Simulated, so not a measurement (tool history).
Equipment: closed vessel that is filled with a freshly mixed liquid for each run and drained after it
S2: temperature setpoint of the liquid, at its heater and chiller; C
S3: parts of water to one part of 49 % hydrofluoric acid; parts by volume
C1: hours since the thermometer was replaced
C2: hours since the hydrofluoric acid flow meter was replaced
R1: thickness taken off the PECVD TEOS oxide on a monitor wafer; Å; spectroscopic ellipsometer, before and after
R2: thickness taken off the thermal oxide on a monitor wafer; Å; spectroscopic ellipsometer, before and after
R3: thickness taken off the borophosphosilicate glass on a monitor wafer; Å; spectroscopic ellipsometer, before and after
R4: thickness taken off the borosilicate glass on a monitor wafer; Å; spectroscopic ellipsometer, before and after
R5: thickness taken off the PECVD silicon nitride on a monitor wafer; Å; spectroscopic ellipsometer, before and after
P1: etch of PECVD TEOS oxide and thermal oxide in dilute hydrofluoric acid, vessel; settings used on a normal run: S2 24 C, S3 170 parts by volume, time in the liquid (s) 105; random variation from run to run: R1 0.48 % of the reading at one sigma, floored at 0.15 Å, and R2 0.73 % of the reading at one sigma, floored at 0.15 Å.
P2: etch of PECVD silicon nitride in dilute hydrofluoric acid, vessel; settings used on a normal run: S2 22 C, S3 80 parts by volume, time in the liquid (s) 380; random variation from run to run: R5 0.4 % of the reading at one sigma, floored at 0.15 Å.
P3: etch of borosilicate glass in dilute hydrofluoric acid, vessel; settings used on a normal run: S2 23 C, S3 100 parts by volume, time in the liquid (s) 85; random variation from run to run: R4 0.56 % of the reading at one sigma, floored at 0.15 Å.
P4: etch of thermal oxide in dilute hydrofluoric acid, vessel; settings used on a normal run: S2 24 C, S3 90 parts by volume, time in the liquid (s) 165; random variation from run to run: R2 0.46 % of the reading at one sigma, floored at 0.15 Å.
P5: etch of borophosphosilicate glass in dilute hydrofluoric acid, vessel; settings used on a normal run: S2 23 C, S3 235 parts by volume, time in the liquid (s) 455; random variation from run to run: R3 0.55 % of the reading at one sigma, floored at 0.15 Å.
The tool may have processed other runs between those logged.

run 1 hour=3.6 | process_that_ran=P1 S2=24 S3=170 time_in_the_liquid_(s)=105 | C1=312.9 C2=1465.4 | R1=115.79 R2=27.91
run 2 hour=6.8 | process_that_ran=P1 S2=24 S3=170 time_in_the_liquid_(s)=105 | C1=316.1 C2=1468.6 | R1=116.27 R2=27.732
run 3 hour=10.1 | process_that_ran=P5 S2=28 S3=235 time_in_the_liquid_(s)=455 | C1=319.4 C2=1471.9 | R3=680.84
run 4 hour=14.3 | process_that_ran=P1 S2=24 S3=170 time_in_the_liquid_(s)=195 | C1=323.6 C2=1476.1 | R1=215.37 R2=51.763
run 5 hour=17.1 | process_that_ran=P4 S2=31 S3=90 time_in_the_liquid_(s)=165 | C1=326.4 C2=1478.9 | R2=113.38
run 6 hour=20.9 | process_that_ran=P3 S2=30.5 S3=100 time_in_the_liquid_(s)=85 | C1=330.2 C2=1482.7 | R4=306.63
run 7 hour=24.2 | process_that_ran=P4 S2=24 S3=90 time_in_the_liquid_(s)=280 | C1=333.5 C2=1486 | R2=146.95
run 8 hour=27.7 | process_that_ran=P4 S2=24 S3=90 time_in_the_liquid_(s)=165 | C1=337 C2=1489.5 | R2=86.363
run 9 hour=30.8 | process_that_ran=P2 S2=22 S3=80 time_in_the_liquid_(s)=380 | C1=340.1 C2=1492.6 | R5=92.035
run 10 hour=33.3 | process_that_ran=P2 S2=17 S3=80 time_in_the_liquid_(s)=380 | C1=342.6 C2=1495.1 | R5=64.976
run 11 hour=37.5 | process_that_ran=P1 S2=24 S3=55 time_in_the_liquid_(s)=105 | C1=346.8 C2=1499.3 | R1=414.64 R2=99.111
run 12 hour=40.5 | process_that_ran=P3 S2=23 S3=40 time_in_the_liquid_(s)=85 | C1=349.8 C2=1502.3 | R4=620.77
run 13 hour=42.8 | process_that_ran=P1 S2=24 S3=170 time_in_the_liquid_(s)=105 | C1=352.1 C2=1504.6 | R1=116.8 R2=27.433
run 14 hour=45.8 | process_that_ran=P1 S2=24 S3=240 time_in_the_liquid_(s)=105 | C1=355.1 C2=1507.6 | R1=76.544 R2=18.302
run 15 hour=48.1 | process_that_ran=P4 S2=24 S3=140 time_in_the_liquid_(s)=165 | C1=357.4 C2=1509.9 | R2=53.316
run 16 hour=50 | process_that_ran=P1 S2=24 S3=170 time_in_the_liquid_(s)=105 | C1=359.3 C2=1511.8 | R1=115.83 R2=27.683
run 17 hour=53.8 | process_that_ran=P2 S2=22 S3=140 time_in_the_liquid_(s)=380 | C1=363.1 C2=1515.6 | R5=53.13
run 18 hour=58.2 | process_that_ran=P1 S2=24 S3=170 time_in_the_liquid_(s)=30 | C1=367.5 C2=1520 | R1=33.615 R2=7.9593
run 19 hour=62.3 | process_that_ran=P2 S2=22 S3=80 time_in_the_liquid_(s)=745 | C1=371.6 C2=1524.1 | R5=179.89
run 20 hour=64.7 | process_that_ran=P1 S2=24 S3=170 time_in_the_liquid_(s)=105 | C1=374 C2=1526.5 | R1=115.15 R2=27.917
run 21 hour=69.1 | process_that_ran=P5 S2=23 S3=235 time_in_the_liquid_(s)=455 | C1=378.4 C2=1530.9 | R3=565.97
run 22 hour=73.1 | process_that_ran=P1 S2=24 S3=170 time_in_the_liquid_(s)=105 | C1=382.4 C2=1534.9 | R1=115.75 R2=27.473
run 23 hour=77.1 | process_that_ran=P1 S2=24 S3=45 time_in_the_liquid_(s)=30 | C1=386.4 C2=1538.9 | R1=145.74 R2=34.866
run 24 hour=79.7 | process_that_ran=P5 S2=23 S3=235 time_in_the_liquid_(s)=890 | C1=389 C2=1541.5 | R3=1102.6
run 25 hour=82.6 | process_that_ran=P3 S2=23 S3=100 time_in_the_liquid_(s)=165 | C1=391.9 C2=1544.4 | R4=440.75
run 26 hour=86.3 | process_that_ran=P1 S2=24 S3=170 time_in_the_liquid_(s)=105 | C1=395.6 C2=1548.1 | R1=116.59 R2=27.915
run 27 hour=89.6 | process_that_ran=P1 S2=30.5 S3=170 time_in_the_liquid_(s)=105 | C1=398.9 C2=1551.4 | R1=147.39 R2=35.242
run 28 hour=93.9 | process_that_ran=P1 S2=19.5 S3=265 time_in_the_liquid_(s)=105 | C1=403.2 C2=1555.7 | R1=57.637 R2=13.571
run 29 hour=96.4 | process_that_ran=P5 S2=23 S3=235 time_in_the_liquid_(s)=455 | C1=405.7 C2=1558.2 | R3=564.66
run 30 hour=98.5 | process_that_ran=P3 S2=23 S3=100 time_in_the_liquid_(s)=85 | C1=407.8 C2=1560.3 | R4=229.43
run 31 hour=101.2 | process_that_ran=P5 S2=23 S3=75 time_in_the_liquid_(s)=455 | C1=410.5 C2=1563 | R3=2117.8
run 32 hour=103.6 | process_that_ran=P1 S2=19 S3=170 time_in_the_liquid_(s)=105 | C1=412.9 C2=1565.4 | R1=96.208 R2=22.902
run 33 hour=106.7 | process_that_ran=P1 S2=24 S3=170 time_in_the_liquid_(s)=105 | C1=416 C2=1568.5 | R1=116.84 R2=28.247
run 34 hour=110.2 | process_that_ran=P1 S2=24 S3=170 time_in_the_liquid_(s)=105 | C1=419.5 C2=1572 | R1=112.16 R2=27.033
run 35 hour=113.4 | process_that_ran=P1 S2=24 S3=170 time_in_the_liquid_(s)=105 | C1=422.7 C2=1575.2 | R1=111.49 R2=26.34
run 36 hour=116.7 | process_that_ran=P1 S2=24 S3=170 time_in_the_liquid_(s)=105 | C1=426 C2=1578.5 | R1=109.79 R2=26.039
run 37 hour=120.8 | process_that_ran=P1 S2=24 S3=170 time_in_the_liquid_(s)=105 | C1=430.1 C2=1582.6 | R1=108.57 R2=26.121
run 38 hour=123.8 | process_that_ran=P1 S2=24 S3=170 time_in_the_liquid_(s)=105 | C1=433.1 C2=1585.6 | R1=108.17 R2=25.487
run 39 hour=127.7 | process_that_ran=P1 S2=24 S3=170 time_in_the_liquid_(s)=105 | C1=437 C2=1589.5 | R1=107.49 R2=25.475
run 40 hour=130.8 | process_that_ran=P1 S2=24 S3=170 time_in_the_liquid_(s)=105 | C1=440.1 C2=1592.6 | R1=108.06 R2=25.989
run 41 hour=132.9 | process_that_ran=P1 S2=24 S3=170 time_in_the_liquid_(s)=105 | C1=442.2 C2=1594.7 | R1=107.93 R2=25.847
run 42 hour=136.4 | process_that_ran=P1 S2=24 S3=170 time_in_the_liquid_(s)=105 | C1=445.7 C2=1598.2 | R1=107.48 R2=25.917

What P1 gives has crept off from where it sat before. The 2 causes that follow fit the log equally well, each at the size noted:
A: hydrofluoric acid flow below the setpoint (%) = 6.36
B: liquid colder than its thermometer reads (K) = 2.06
The gradual shift began around hour 106.7.

Listed below are the offered check runs, one wafer per run, with question marks in place of results. For which of them would the causes give clearly different outcomes?
run check 1 hour=139.9 | process_that_ran=P5 S2=23 S3=130 time_in_the_liquid_(s)=740 | R3=?
run check 2 hour=139.9 | process_that_ran=P3 S2=29.5 S3=100 time_in_the_liquid_(s)=85 | R4=?
run check 3 hour=139.9 | process_that_ran=P4 S2=30.5 S3=90 time_in_the_liquid_(s)=165 | R2=?
run check 4 hour=139.9 | process_that_ran=P2 S2=17 S3=80 time_in_the_liquid_(s)=705 | R5=?

How each check would come out, cause by cause:
check=check_1 result=R3 if_A=1718.9 if_B=1709.2
check=check_2 result=R4 if_A=273.5 if_B=272.63
check=check_3 result=R2 if_A=104.07 if_B=103.68
check=check_4 result=R5 if_A=113.77 if_B=104.79
Minimum pairwise separation of causes per check, each pair taken at its best-separating result: check 1 0.57 %; check 2 0.32 %; check 3 0.38 %; check 4 8.22 %
Only in check 4 would the causes give clearly different results; in the remaining checks their results would be nearly the same.

With check 4 done, the readings were: R5 113.63 Å. Identify which of the listed causes applies.

Of the candidate causes, it is A: hydrofluoric acid flow below the setpoint (%).
